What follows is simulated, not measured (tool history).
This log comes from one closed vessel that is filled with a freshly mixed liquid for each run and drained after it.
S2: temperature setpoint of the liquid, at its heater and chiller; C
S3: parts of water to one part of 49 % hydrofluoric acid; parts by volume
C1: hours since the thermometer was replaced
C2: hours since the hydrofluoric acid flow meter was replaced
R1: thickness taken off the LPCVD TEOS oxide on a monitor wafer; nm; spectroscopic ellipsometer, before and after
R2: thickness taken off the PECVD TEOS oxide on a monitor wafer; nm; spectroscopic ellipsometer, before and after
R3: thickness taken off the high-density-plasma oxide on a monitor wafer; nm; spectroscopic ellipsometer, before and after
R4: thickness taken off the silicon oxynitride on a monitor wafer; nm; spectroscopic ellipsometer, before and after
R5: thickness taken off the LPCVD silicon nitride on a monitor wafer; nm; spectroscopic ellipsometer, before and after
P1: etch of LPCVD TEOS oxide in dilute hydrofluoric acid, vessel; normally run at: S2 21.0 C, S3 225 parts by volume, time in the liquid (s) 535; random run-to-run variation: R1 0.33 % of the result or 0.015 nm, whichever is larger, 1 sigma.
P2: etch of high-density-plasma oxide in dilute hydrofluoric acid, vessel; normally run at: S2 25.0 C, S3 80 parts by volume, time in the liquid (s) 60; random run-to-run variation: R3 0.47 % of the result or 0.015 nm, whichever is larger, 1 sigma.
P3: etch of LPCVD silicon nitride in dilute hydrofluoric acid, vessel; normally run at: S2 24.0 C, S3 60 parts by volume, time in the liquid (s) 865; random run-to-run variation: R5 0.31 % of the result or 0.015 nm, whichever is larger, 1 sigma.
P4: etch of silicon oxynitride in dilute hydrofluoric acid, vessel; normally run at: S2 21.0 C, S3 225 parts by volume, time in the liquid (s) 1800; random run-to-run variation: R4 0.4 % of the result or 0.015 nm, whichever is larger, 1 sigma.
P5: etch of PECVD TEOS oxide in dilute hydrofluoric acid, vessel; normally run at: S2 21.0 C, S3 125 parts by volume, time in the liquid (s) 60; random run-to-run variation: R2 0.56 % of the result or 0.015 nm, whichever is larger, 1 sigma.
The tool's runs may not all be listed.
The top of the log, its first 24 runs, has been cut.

Run 25, day 7.079: process that ran P4, S2 21.0 C, S3 225 parts by volume, time in the liquid (s) 1800; C1 2204.5; C2 102.2. Result: R4 16.775 nm.
Run 26, day 7.258: process that ran P2, S2 25.0 C, S3 80 parts by volume, time in the liquid (s) 30; C1 2208.8; C2 106.5. Result: R3 2.4426 nm.
Run 27, day 7.488: process that ran P3, S2 24.0 C, S3 60 parts by volume, time in the liquid (s) 1650; C1 2214.3; C2 112.0. Result: R5 12.8550 nm.
Run 28, day 7.746: process that ran P4, S2 21.0 C, S3 225 parts by volume, time in the liquid (s) 1800; C1 2220.5; C2 118.2. Result: R4 16.861 nm.
Run 29, day 8.033: process that ran P1, S2 21.0 C, S3 225 parts by volume, time in the liquid (s) 535; C1 2227.4; C2 125.1. Result: R1 32.0290 nm.
Run 30, day 8.204: process that ran P1, S2 21.0 C, S3 225 parts by volume, time in the liquid (s) 535; C1 2231.5; C2 129.2. Result: R1 32.0200 nm.
Run 31, day 8.542: process that ran P3, S2 24.0 C, S3 110 parts by volume, time in the liquid (s) 865; C1 2239.6; C2 137.3. Result: R5 3.7174 nm.
Run 32, day 8.788: process that ran P1, S2 21.0 C, S3 225 parts by volume, time in the liquid (s) 535; C1 2245.5; C2 143.2. Result: R1 32.3210 nm.
Run 33, day 9.125: process that ran P1, S2 21.0 C, S3 225 parts by volume, time in the liquid (s) 535; C1 2253.6; C2 151.3. Result: R1 31.5310 nm.
Run 34, day 9.433: process that ran P1, S2 21.0 C, S3 225 parts by volume, time in the liquid (s) 535; C1 2261.0; C2 158.7. Result: R1 30.8250 nm.
Run 35, day 9.600: process that ran P1, S2 21.0 C, S3 225 parts by volume, time in the liquid (s) 535; C1 2265.0; C2 162.7. Result: R1 30.9700 nm.
Run 36, day 9.900: process that ran P1, S2 21.0 C, S3 225 parts by volume, time in the liquid (s) 535; C1 2272.2; C2 169.9. Result: R1 30.5670 nm.
Run 37, day 10.092: process that ran P1, S2 21.0 C, S3 225 parts by volume, time in the liquid (s) 535; C1 2276.8; C2 174.5. Result: R1 30.4590 nm.
Run 38, day 10.471: process that ran P1, S2 21.0 C, S3 225 parts by volume, time in the liquid (s) 535; C1 2285.9; C2 183.6. Result: R1 30.5760 nm.

Expected results for the next run?
Run 39, day 10.679: process that ran P1, S2 21.0 C, S3 225 parts by volume, time in the liquid (s) 535; C1 2290.9; C2 188.6. Result: R1 ?.

R1: 30.4210 nm
